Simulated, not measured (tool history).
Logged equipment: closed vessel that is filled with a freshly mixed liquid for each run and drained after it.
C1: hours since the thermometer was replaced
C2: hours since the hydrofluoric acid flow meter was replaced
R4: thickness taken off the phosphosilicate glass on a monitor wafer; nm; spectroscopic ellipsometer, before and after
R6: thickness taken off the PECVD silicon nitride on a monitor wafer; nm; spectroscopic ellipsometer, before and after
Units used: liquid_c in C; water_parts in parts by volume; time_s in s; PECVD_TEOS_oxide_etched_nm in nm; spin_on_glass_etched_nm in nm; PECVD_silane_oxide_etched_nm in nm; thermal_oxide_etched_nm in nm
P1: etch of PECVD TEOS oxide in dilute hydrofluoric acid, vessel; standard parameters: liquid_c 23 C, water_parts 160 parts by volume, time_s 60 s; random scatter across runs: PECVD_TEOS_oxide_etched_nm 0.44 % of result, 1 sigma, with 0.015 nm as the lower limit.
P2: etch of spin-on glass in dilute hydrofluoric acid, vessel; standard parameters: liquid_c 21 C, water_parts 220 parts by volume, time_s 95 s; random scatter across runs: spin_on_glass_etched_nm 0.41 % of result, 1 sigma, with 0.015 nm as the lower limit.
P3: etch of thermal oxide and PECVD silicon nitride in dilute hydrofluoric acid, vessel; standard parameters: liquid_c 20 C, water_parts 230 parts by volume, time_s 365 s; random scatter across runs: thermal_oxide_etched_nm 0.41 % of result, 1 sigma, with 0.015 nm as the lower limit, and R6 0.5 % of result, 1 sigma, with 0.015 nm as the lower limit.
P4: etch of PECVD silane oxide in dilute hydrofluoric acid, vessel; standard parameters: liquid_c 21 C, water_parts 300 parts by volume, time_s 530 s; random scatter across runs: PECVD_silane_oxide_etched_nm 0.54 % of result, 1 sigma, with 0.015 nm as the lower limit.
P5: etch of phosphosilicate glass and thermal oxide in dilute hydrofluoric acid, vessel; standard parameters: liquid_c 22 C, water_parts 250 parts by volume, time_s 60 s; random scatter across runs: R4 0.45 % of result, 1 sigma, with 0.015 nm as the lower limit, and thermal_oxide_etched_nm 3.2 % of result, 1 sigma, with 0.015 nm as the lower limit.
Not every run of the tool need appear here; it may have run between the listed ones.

Run 1, day 0.412: process P1, liquid_c 23 C, water_parts 160 parts by volume, time_s 60 s; C1 776.4; C2 796.7. Result: PECVD_TEOS_oxide_etched_nm 7.427 nm.
Run 2, day 0.929: process P1, liquid_c 23 C, water_parts 160 parts by volume, time_s 60 s; C1 788.8; C2 809.1. Result: PECVD_TEOS_oxide_etched_nm 7.5501 nm.
Run 3, day 1.433: process P2, liquid_c 21 C, water_parts 220 parts by volume, time_s 175 s; C1 800.9; C2 821.2. Result: spin_on_glass_etched_nm 27.29 nm.
Run 4, day 2.083: process P1, liquid_c 23 C, water_parts 160 parts by volume, time_s 60 s; C1 816.5; C2 836.8. Result: PECVD_TEOS_oxide_etched_nm 7.5489 nm.
Run 5, day 2.717: process P4, liquid_c 21 C, water_parts 300 parts by volume, time_s 530 s; C1 831.7; C2 852. Result: PECVD_silane_oxide_etched_nm 54.749 nm.
Run 6, day 3.062: process P5, liquid_c 22 C, water_parts 350 parts by volume, time_s 60 s; C1 840; C2 860.3. Result: R4 24.073 nm, thermal_oxide_etched_nm 0.56123 nm.
Run 7, day 3.692: process P1, liquid_c 29 C, water_parts 160 parts by volume, time_s 60 s; C1 855.1; C2 875.4. Result: PECVD_TEOS_oxide_etched_nm 9.4146 nm.
Run 8, day 4.225: process P4, liquid_c 21 C, water_parts 420 parts by volume, time_s 530 s; C1 867.9; C2 888.2. Result: PECVD_silane_oxide_etched_nm 35.06 nm.
Run 9, day 4.704: process P1, liquid_c 23 C, water_parts 160 parts by volume, time_s 60 s; C1 879.4; C2 899.7. Result: PECVD_TEOS_oxide_etched_nm 7.4707 nm.
Run 10, day 5.088: process P2, liquid_c 21 C, water_parts 130 parts by volume, time_s 95 s; C1 888.6; C2 908.9. Result: spin_on_glass_etched_nm 27.362 nm.
Run 11, day 5.762: process P3, liquid_c 20 C, water_parts 230 parts by volume, time_s 365 s; C1 904.8; C2 925.1. Result: thermal_oxide_etched_nm 5.7333 nm, R6 6.4005 nm.
Run 12, day 6.129: process P3, liquid_c 17 C, water_parts 230 parts by volume, time_s 365 s; C1 913.6; C2 933.9. Result: thermal_oxide_etched_nm 5.0356 nm, R6 5.2554 nm.
Run 13, day 6.646: process P1, liquid_c 30 C, water_parts 70 parts by volume, time_s 60 s; C1 926; C2 946.3. Result: PECVD_TEOS_oxide_etched_nm 25.308 nm.
Run 14, day 7.267: process P5, liquid_c 22 C, water_parts 250 parts by volume, time_s 30 s; C1 940.9; C2 961.2. Result: R4 18.419 nm, thermal_oxide_etched_nm 0.46296 nm.
Run 15, day 7.825: process P1, liquid_c 23 C, water_parts 160 parts by volume, time_s 30 s; C1 954.3; C2 974.6. Result: PECVD_TEOS_oxide_etched_nm 3.7609 nm.
Run 16, day 8.158: process P3, liquid_c 20 C, water_parts 230 parts by volume, time_s 640 s; C1 962.3; C2 982.6. Result: thermal_oxide_etched_nm 9.9607 nm, R6 11.356 nm.
Run 17, day 8.842: process P2, liquid_c 21 C, water_parts 220 parts by volume, time_s 95 s; C1 978.7; C2 999. Result: spin_on_glass_etched_nm 14.642 nm.
Run 18, day 9.142: process P4, liquid_c 21 C, water_parts 300 parts by volume, time_s 530 s; C1 985.9; C2 1006.2. Result: PECVD_silane_oxide_etched_nm 53.85 nm.
Run 19, day 9.554: process P1, liquid_c 19 C, water_parts 160 parts by volume, time_s 60 s; C1 995.8; C2 1016.1. Result: PECVD_TEOS_oxide_etched_nm 6.4315 nm.
Run 20, day 10.221: process P1, liquid_c 23 C, water_parts 160 parts by volume, time_s 60 s; C1 1011.8; C2 1032.1. Result: PECVD_TEOS_oxide_etched_nm 7.51 nm.
At day 10.721: hydrofluoric acid flow meter replaced.
Run 21, day 10.725: process P1, liquid_c 23 C, water_parts 75 parts by volume, time_s 60 s; C1 1023.9; C2 0.2. Result: PECVD_TEOS_oxide_etched_nm 17.608 nm.
Run 22, day 11.271: process P4, liquid_c 17 C, water_parts 300 parts by volume, time_s 530 s; C1 1037; C2 13.3. Result: PECVD_silane_oxide_etched_nm 47.002 nm.
Run 23, day 11.892: process P5, liquid_c 22 C, water_parts 250 parts by volume, time_s 60 s; C1 1051.9; C2 28.2. Result: R4 37.072 nm, thermal_oxide_etched_nm 0.8477 nm.
Run 24, day 12.5: process P2, liquid_c 17 C, water_parts 220 parts by volume, time_s 95 s; C1 1066.5; C2 42.8. Result: spin_on_glass_etched_nm 12.661 nm.
Run 25, day 13.162: process P3, liquid_c 20 C, water_parts 70 parts by volume, time_s 365 s; C1 1082.4; C2 58.7. Result: thermal_oxide_etched_nm 22.091 nm, R6 20.605 nm.
Run 26, day 13.492: process P5, liquid_c 22 C, water_parts 250 parts by volume, time_s 60 s; C1 1090.3; C2 66.6. Result: R4 36.989 nm, thermal_oxide_etched_nm 0.85677 nm.
Run 27, day 14.121: process P4, liquid_c 21 C, water_parts 300 parts by volume, time_s 835 s; C1 1105.4; C2 81.7. Result: PECVD_silane_oxide_etched_nm 86.077 nm.
Run 28, day 14.454: process P3, liquid_c 20 C, water_parts 230 parts by volume, time_s 365 s; C1 1113.4; C2 89.7. Result: thermal_oxide_etched_nm 5.7498 nm, R6 6.5037 nm.
Run 29, day 14.867: process P2, liquid_c 21 C, water_parts 220 parts by volume, time_s 95 s; C1 1123.3; C2 99.6. Result: spin_on_glass_etched_nm 14.694 nm.
Run 30, day 15.425: process P1, liquid_c 23 C, water_parts 160 parts by volume, time_s 60 s; C1 1136.7; C2 113. Result: PECVD_TEOS_oxide_etched_nm 7.5024 nm.
Run 31, day 15.854: process P1, liquid_c 23 C, water_parts 250 parts by volume, time_s 60 s; C1 1147; C2 123.3. Result: PECVD_TEOS_oxide_etched_nm 4.3323 nm.
Run 32, day 16.271: process P5, liquid_c 29 C, water_parts 250 parts by volume, time_s 60 s; C1 1157; C2 133.3. Result: R4 47.168 nm, thermal_oxide_etched_nm 1.1474 nm.
Run 33, day 16.608: process P1, liquid_c 23 C, water_parts 160 parts by volume, time_s 100 s; C1 1165.1; C2 141.4. Result: PECVD_TEOS_oxide_etched_nm 12.625 nm.
Run 34, day 17.158: process P1, liquid_c 23 C, water_parts 160 parts by volume, time_s 60 s; C1 1178.3; C2 154.6. Result: PECVD_TEOS_oxide_etched_nm 7.5677 nm.
Run 35, day 17.5: process P1, liquid_c 23 C, water_parts 160 parts by volume, time_s 60 s; C1 1186.5; C2 162.8. Result: PECVD_TEOS_oxide_etched_nm 7.2807 nm.
Run 36, day 17.938: process P1, liquid_c 23 C, water_parts 160 parts by volume, time_s 60 s; C1 1197; C2 173.3. Result: PECVD_TEOS_oxide_etched_nm 7.2575 nm.
Run 37, day 18.467: process P1, liquid_c 23 C, water_parts 160 parts by volume, time_s 60 s; C1 1209.7; C2 186. Result: PECVD_TEOS_oxide_etched_nm 7.1637 nm.
Run 38, day 19.029: process P1, liquid_c 23 C, water_parts 160 parts by volume, time_s 60 s; C1 1223.2; C2 199.5. Result: PECVD_TEOS_oxide_etched_nm 7.0724 nm.
Run 39, day 19.667: process P1, liquid_c 23 C, water_parts 160 parts by volume, time_s 60 s; C1 1238.5; C2 214.8. Result: PECVD_TEOS_oxide_etched_nm 7.0267 nm.
Run 40, day 20.358: process P1, liquid_c 23 C, water_parts 160 parts by volume, time_s 60 s; C1 1255.1; C2 231.4. Result: PECVD_TEOS_oxide_etched_nm 6.9624 nm.
Run 41, day 20.854: process P1, liquid_c 23 C, water_parts 160 parts by volume, time_s 60 s; C1 1267; C2 243.3. Result: PECVD_TEOS_oxide_etched_nm 6.9301 nm.
Run 42, day 21.5: process P1, liquid_c 23 C, water_parts 160 parts by volume, time_s 60 s; C1 1282.5; C2 258.8. Result: PECVD_TEOS_oxide_etched_nm 6.9814 nm.
Run 43, day 21.908: process P1, liquid_c 23 C, water_parts 160 parts by volume, time_s 60 s; C1 1292.3; C2 268.6. Result: PECVD_TEOS_oxide_etched_nm 6.9228 nm.

What P1 gives has crept away from where it was. These 2 causes fit the log equally well, each at the size given:
A: liquid colder than its thermometer reads (K) = 2.12
B: hydrofluoric acid flow below the setpoint (%) = 6.69
The onset of the drift is placed at about day 17.158.

4 check runs are offered, one wafer each, their results left as question marks. Which one tells the causes apart?
Run check 1, day 22.317: process P3, liquid_c 20 C, water_parts 230 parts by volume, time_s 365 s. Result: thermal_oxide_etched_nm ?, R6 ?.
Run check 2, day 22.317: process P5, liquid_c 22 C, water_parts 250 parts by volume, time_s 60 s. Result: R4 ?, thermal_oxide_etched_nm ?.
Run check 3, day 22.317: process P4, liquid_c 21 C, water_parts 300 parts by volume, time_s 530 s. Result: PECVD_silane_oxide_etched_nm ?.
Run check 4, day 22.317: process P2, liquid_c 21 C, water_parts 220 parts by volume, time_s 95 s. Result: spin_on_glass_etched_nm ?.

If the cause were each of the candidates in turn, the checks would give the following:
  check                        result     if A     if B
check 1       thermal_oxide_etched_nm   5.2335   5.2158
check 1                            R6   5.6144   6.0335
check 2                            R4   34.159    33.89
check 2       thermal_oxide_etched_nm  0.79439  0.78815
check 3  PECVD_silane_oxide_etched_nm   50.299   49.737
check 4       spin_on_glass_etched_nm   13.546   13.497
Per check, the gap between the least separated pair of causes, taken in the result that splits them most: check 1 7.2 %; check 2 0.79 %; check 3 1.12 %; check 4 0.36 %
Only in check 1 would the causes give clearly different results; in the remaining checks their results would be nearly the same.

Check 1 was carried out, with these results: thermal_oxide_etched_nm 5.2495 nm; R6 5.9875 nm. Which of the listed causes is responsible?

Of the candidate causes, it is B: hydrofluoric acid flow below the setpoint (%).

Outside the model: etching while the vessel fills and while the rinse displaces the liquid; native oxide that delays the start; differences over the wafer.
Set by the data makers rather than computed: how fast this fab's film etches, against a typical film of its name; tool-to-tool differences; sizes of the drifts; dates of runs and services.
